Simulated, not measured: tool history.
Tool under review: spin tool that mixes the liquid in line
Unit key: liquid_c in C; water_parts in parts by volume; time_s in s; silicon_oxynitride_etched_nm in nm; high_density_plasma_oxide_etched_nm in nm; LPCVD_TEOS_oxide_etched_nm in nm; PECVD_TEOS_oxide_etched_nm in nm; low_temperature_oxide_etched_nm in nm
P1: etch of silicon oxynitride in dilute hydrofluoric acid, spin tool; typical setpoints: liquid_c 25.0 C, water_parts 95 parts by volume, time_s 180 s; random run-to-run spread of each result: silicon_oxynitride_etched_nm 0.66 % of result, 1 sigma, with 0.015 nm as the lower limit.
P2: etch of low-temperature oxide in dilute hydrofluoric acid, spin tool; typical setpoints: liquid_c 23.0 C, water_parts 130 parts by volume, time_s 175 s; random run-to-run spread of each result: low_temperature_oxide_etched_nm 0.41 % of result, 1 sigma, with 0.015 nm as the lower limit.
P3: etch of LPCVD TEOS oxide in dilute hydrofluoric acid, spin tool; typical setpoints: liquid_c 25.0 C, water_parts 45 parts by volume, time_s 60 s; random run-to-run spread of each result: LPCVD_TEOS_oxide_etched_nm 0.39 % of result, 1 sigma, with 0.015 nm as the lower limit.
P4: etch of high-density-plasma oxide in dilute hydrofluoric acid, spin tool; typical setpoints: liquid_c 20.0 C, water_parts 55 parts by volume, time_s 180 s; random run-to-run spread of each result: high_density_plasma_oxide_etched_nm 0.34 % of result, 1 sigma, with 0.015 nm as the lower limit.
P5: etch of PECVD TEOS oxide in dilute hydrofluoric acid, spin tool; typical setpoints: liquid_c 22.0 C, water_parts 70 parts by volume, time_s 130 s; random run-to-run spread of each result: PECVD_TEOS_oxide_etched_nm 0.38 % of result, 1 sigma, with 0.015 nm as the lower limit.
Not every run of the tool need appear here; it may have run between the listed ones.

run   hour  process  liquid_c  water_parts  time_s  hours since the thermometer was replaced  hours since the hydrofluoric acid flow meter was replaced  silicon_oxynitride_etched_nm  high_density_plasma_oxide_etched_nm  LPCVD_TEOS_oxide_etched_nm  PECVD_TEOS_oxide_etched_nm  low_temperature_oxide_etched_nm
  1    3.3       P1      25.0           95     180                                     326.8                                                      365.8                        4.4125
  2    7.0       P1      25.0           95      65                                     330.5                                                      369.5                        1.6485
  3   10.5       P4      20.0           55     335                                     334.0                                                      373.0                                                             28.477
  4   13.2       P1      25.0           95     180                                     336.7                                                      375.7                        4.4125
  5   16.5       P1      32.5           95     180                                     340.0                                                      379.0                        6.2211
  6   20.1       P3      25.0           45      60                                     343.6                                                      382.6                                                                                         40.195
  7   22.6       P1      25.0           95     345                                     346.1                                                      385.1                        8.5481
  8   27.4       P4      20.0           20     180                                     350.9                                                      389.9                                                             43.828
  9   31.5       P5      22.0           70     130                                     355.0                                                      394.0                                                                                                                     15.663
 10   35.3       P5      22.0           70     205                                     358.8                                                      397.8                                                                                                                     24.520
 11   40.1       P5      22.0           70     130                                     363.6                                                      402.6                                                                                                                     15.491
 12   43.0       P3      25.0           45      60                                     366.5                                                      405.5                                                                                         40.265
 13   47.5       P5      22.0           25     130                                     371.0                                                      410.0                                                                                                                     45.980
 14   50.3       P3      25.0           75      60                                     373.8                                                      412.8                                                                                         23.230
 15   54.6       P4      17.0           55     180                                     378.1                                                      417.1                                                             13.528
      55.4  -- thermometer replaced
 16   59.8       P1      20.5           95     180                                       4.5                                                      422.3                        3.5789
 17   64.9       P1      25.0           25     180                                       9.6                                                      427.4                       17.8890
 18   67.8       P1      25.0           95     180                                      12.5                                                      430.3                        4.4233
 19   70.4       P2      23.0          130     295                                      15.1                                                      432.9                                                                                                                                                      39.960
 20   73.9       P2      23.0          235     175                                      18.6                                                      436.4                                                                                                                                                      11.790
 21   78.8       P5      18.0           70     130                                      23.5                                                      441.3                                                                                                                     13.096
 22   83.9       P2      30.5          130     175                                      28.6                                                      446.4                                                                                                                                                      31.457
 23   87.8       P1      25.0           55     325                                      32.5                                                      450.3                       14.3500
 24   92.3       P2      23.0          130     175                                      37.0                                                      454.8                                                                                                                                                      23.559
 25   94.9       P1      25.0           95     180                                      39.6                                                      457.4                        4.4310
 26   98.7       P3      17.5           45      60                                      43.4                                                      461.2                                                                                         29.527
 27  101.9       P1      25.0           95     180                                      46.6                                                      464.4                        4.3894
 28  106.4       P3      25.0           45      15                                      51.1                                                      468.9                                                                                         10.079
 29  111.0       P4      20.0           55     180                                      55.7                                                      473.5                                                             15.312
 30  114.7       P1      25.0          160     180                                      59.4                                                      477.2                        2.4396
 31  119.1       P1      25.0           95     180                                      63.8                                                      481.6                        4.4268
 32  122.8       P1      25.0           95     180                                      67.5                                                      485.3                        4.6656
 33  126.7       P1      25.0           95     180                                      71.4                                                      489.2                        4.7568
 34  131.8       P1      25.0           95     180                                      76.5                                                      494.3                        4.8142
 35  135.4       P1      25.0           95     180                                      80.1                                                      497.9                        4.8195
 36  139.4       P1      25.0           95     180                                      84.1                                                      501.9                        4.8201
 37  142.5       P1      25.0           95     180                                      87.2                                                      505.0                        4.8262

What P1 gives has crept off from where it sat before. The 2 causes that follow fit the log equally well, each at the size noted:
A: hydrofluoric acid flow above the setpoint (%) = 9.19
B: liquid hotter than its thermometer reads (K) = 2.04
The onset of the drift is placed at about hour 119.1.

Which of the 4 check runs listed below separates the causes, so that each cause would produce a clearly different result? Each run uses one wafer, and its results are marked with question marks.
check 1  145.6       P3      18.5           70      60                                                                                                                                                                                                   ?
check 2  145.6       P4      20.0           20     180                                                                                                                                                                       ?
check 3  145.6       P2      23.0          230     245                                                                                                                                                                                                                                                                ?
check 4  145.6       P5      18.5           35     130                                                                                                                                                                                                                               ?

How each check would come out, cause by cause:
  check                               result    if A    if B
check 1           LPCVD_TEOS_oxide_etched_nm  21.110  20.926
check 2  high_density_plasma_oxide_etched_nm  47.970  47.885
check 3      low_temperature_oxide_etched_nm  18.716  18.092
check 4           PECVD_TEOS_oxide_etched_nm  30.633  30.524
Smallest distance between any two causes, each pair judged by its most separating result, in per cent: check 1 0.88 %; check 2 0.18 %; check 3 3.39 %; check 4 0.36 %
The other checks would show nearly matching results whichever cause is true, so check 3 is the only one that separates the causes.

Check 3 was then run and gave: low_temperature_oxide_etched_nm 18.086 nm. Which cause is it?

The cause is B: liquid hotter than its thermometer reads (K).

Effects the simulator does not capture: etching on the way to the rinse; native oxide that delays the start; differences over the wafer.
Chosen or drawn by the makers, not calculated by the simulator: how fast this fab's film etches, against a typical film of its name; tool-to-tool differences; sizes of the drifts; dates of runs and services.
